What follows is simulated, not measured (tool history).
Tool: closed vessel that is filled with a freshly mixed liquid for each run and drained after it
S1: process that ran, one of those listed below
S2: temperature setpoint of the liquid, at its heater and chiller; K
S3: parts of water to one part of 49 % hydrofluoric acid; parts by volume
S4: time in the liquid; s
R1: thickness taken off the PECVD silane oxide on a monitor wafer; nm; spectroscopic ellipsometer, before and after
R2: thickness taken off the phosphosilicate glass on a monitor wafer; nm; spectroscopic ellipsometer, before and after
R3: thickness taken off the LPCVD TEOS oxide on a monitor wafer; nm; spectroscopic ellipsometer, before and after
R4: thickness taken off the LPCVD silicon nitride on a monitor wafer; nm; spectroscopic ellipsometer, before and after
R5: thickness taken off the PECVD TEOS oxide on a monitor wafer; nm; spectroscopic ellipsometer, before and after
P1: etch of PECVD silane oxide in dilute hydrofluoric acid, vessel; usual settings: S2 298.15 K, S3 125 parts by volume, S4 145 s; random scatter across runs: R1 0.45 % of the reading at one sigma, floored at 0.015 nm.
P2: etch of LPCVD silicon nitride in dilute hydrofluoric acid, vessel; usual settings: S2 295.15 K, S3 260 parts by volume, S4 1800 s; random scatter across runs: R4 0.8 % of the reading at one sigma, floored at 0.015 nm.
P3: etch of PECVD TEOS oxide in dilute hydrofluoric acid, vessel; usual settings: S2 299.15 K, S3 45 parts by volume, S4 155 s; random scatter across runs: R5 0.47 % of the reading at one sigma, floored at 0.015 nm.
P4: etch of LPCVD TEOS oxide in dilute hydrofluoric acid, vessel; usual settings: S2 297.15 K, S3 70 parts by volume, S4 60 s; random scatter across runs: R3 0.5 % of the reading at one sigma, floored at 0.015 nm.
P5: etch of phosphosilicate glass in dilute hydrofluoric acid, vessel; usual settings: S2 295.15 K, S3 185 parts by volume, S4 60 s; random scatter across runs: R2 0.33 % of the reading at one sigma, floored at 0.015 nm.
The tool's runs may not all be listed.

run 1 hour=5.0 | S1=P1 S2=298.15 S3=125 S4=145 | R1=29.319
run 2 hour=12.2 | S1=P1 S2=298.15 S3=125 S4=265 | R1=53.310
run 3 hour=19.0 | S1=P5 S2=301.65 S3=185 S4=60 | R2=69.537
run 4 hour=25.9 | S1=P1 S2=298.15 S3=125 S4=145 | R1=29.481
run 5 hour=30.2 | S1=P1 S2=298.15 S3=200 S4=145 | R1=16.810
run 6 hour=36.9 | S1=P4 S2=297.15 S3=70 S4=30 | R3=15.083
run 7 hour=42.0 | S1=P5 S2=295.15 S3=185 S4=60 | R2=54.845
run 8 hour=49.5 | S1=P2 S2=290.15 S3=260 S4=1800 | R4=2.2283
run 9 hour=56.9 | S1=P3 S2=299.15 S3=45 S4=155 | R5=57.944
run 10 hour=62.3 | S1=P1 S2=298.15 S3=125 S4=65 | R1=12.995
run 11 hour=70.1 | S1=P4 S2=301.15 S3=70 S4=60 | R3=35.216
run 12 hour=73.9 | S1=P1 S2=298.15 S3=125 S4=145 | R1=29.563
run 13 hour=78.9 | S1=P1 S2=298.15 S3=125 S4=145 | R1=29.410
run 14 hour=83.3 | S1=P4 S2=297.15 S3=115 S4=60 | R3=17.323
run 15 hour=87.8 | S1=P1 S2=298.15 S3=60 S4=35 | R1=15.876
run 16 hour=92.3 | S1=P3 S2=299.15 S3=45 S4=155 | R5=57.572
run 17 hour=100.0 | S1=P1 S2=290.15 S3=125 S4=145 | R1=21.472
run 18 hour=107.2 | S1=P2 S2=295.15 S3=260 S4=1800 | R4=3.0809
run 19 hour=114.8 | S1=P2 S2=295.15 S3=260 S4=1800 | R4=3.0760
run 20 hour=119.4 | S1=P5 S2=295.15 S3=185 S4=30 | R2=27.414
run 21 hour=124.1 | S1=P2 S2=295.15 S3=435 S4=1800 | R4=1.8763
run 22 hour=130.8 | S1=P4 S2=297.15 S3=70 S4=60 | R3=30.010
run 23 hour=137.3 | S1=P2 S2=295.15 S3=260 S4=825 | R4=1.4126
run 24 hour=144.3 | S1=P1 S2=298.15 S3=60 S4=145 | R1=66.221
run 25 hour=148.5 | S1=P1 S2=305.15 S3=125 S4=145 | R1=37.937
run 26 hour=152.4 | S1=P1 S2=298.15 S3=70 S4=70 | R1=26.982
run 27 hour=155.9 | S1=P5 S2=295.15 S3=85 S4=60 | R2=133.170
run 28 hour=161.2 | S1=P3 S2=299.15 S3=45 S4=30 | R5=11.099
run 29 hour=166.5 | S1=P3 S2=299.15 S3=60 S4=155 | R5=42.496
run 30 hour=174.2 | S1=P3 S2=304.15 S3=45 S4=155 | R5=70.818
run 31 hour=178.7 | S1=P1 S2=298.15 S3=125 S4=145 | R1=29.352
run 32 hour=184.7 | S1=P1 S2=298.15 S3=125 S4=145 | R1=30.045
run 33 hour=192.3 | S1=P1 S2=298.15 S3=125 S4=145 | R1=30.759
run 34 hour=195.7 | S1=P1 S2=298.15 S3=125 S4=145 | R1=30.984
run 35 hour=202.0 | S1=P1 S2=298.15 S3=125 S4=145 | R1=31.015
run 36 hour=205.7 | S1=P1 S2=298.15 S3=125 S4=145 | R1=31.002
run 37 hour=210.6 | S1=P1 S2=298.15 S3=125 S4=145 | R1=31.405
run 38 hour=216.1 | S1=P1 S2=298.15 S3=125 S4=145 | R1=31.228
run 39 hour=222.9 | S1=P1 S2=298.15 S3=125 S4=145 | R1=31.218
run 40 hour=226.6 | S1=P1 S2=298.15 S3=125 S4=145 | R1=31.168

Something has made what P1 gives creep away from where it was; the 2 causes below, each at its own stated size, fit the log equally well:
A: liquid hotter than its thermometer reads (K) = 1.67
B: hydrofluoric acid flow above the setpoint (%) = 5.7
The drift started at roughly hour 178.7.

The 4 check runs listed below each average the results of 3 wafers, and their outcomes are marked with question marks. Under which run would the listed causes produce clearly different results?
run check 1 hour=230.3 | S1=P5 S2=300.65 S3=115 S4=60 | R2=?
run check 2 hour=230.3 | S1=P4 S2=297.15 S3=105 S4=60 | R3=?
run check 3 hour=230.3 | S1=P2 S2=295.15 S3=390 S4=1800 | R4=?
run check 4 hour=230.3 | S1=P3 S2=304.15 S3=45 S4=60 | R5=?

How each check would come out, cause by cause:
check=check_1 result=R2 if_A=125.110 if_B=125.200
check=check_2 result=R3 if_A=20.535 if_B=20.472
check=check_3 result=R4 if_A=2.2740 if_B=2.1715
check=check_4 result=R5 if_A=29.231 if_B=29.070
Per check, the gap between the least separated pair of causes, taken in the result that splits them most: check 1 0.07 %; check 2 0.31 %; check 3 4.61 %; check 4 0.55 %
Check 3 distinguishes between the causes, while the remaining checks would return nearly the same result for all of them.

After running check 3, the following was obtained: R4 2.2465 nm. Which cause does this point to?

Of the candidate causes, it is A: liquid hotter than its thermometer reads (K).
